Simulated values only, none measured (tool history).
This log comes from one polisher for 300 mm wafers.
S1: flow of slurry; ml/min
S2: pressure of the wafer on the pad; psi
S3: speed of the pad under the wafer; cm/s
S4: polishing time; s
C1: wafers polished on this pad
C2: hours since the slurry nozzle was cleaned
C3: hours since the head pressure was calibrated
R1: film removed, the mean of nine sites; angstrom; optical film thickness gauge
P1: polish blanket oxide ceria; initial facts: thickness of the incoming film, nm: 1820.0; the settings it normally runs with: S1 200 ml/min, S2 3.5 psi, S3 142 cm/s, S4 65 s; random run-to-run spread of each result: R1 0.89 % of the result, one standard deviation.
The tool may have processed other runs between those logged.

run,hour,S1,S2,S3,S4,C1,C2,C3,R1
1,10.3,200,3.5,142,65,202,140.6,798.4,4871.2
2,18.2,200,3.5,142,65,281,148.5,806.3,4842.5
3,28,200,3.5,142,39,378,158.3,816.1,2881.7
4,41.3,200,5,142,65,511,171.6,829.4,6884.2
# hour 53.4: head pressure recalibrated
5,56.1,120,3.5,142,65,658,186.4,2.8,4528.6
6,67.2,200,3.5,70,65,768,197.5,13.9,2384.3
# hour 74.6: slurry nozzle cleaned
7,78,120,3.5,202,65,876,3.4,24.7,6369.7
8,88.6,200,2.2,142,65,981,14,35.3,3064.4
9,96.4,200,3.5,142,95,1059,21.8,43.1,7043.4
10,108.2,290,3.5,142,65,1176,33.6,54.9,4995.5
11,123.5,200,3.5,142,65,1329,48.9,70.2,4859.7
12,137.2,200,3.5,210,65,1465,62.6,83.9,7153.3
13,147.9,200,3.5,142,65,1572,73.3,94.6,4931.1
14,163.3,200,3.5,142,65,1725,88.7,110,4842.2
15,172.4,200,4.6,88,65,1815,97.8,119.1,3926.2

Run 16, settings as shown, results not yet in. Your forecast:
16,183.8,200,3.5,142,65,1929,109.2,130.5,?

{"run 16": {"R1": 4891.1}}
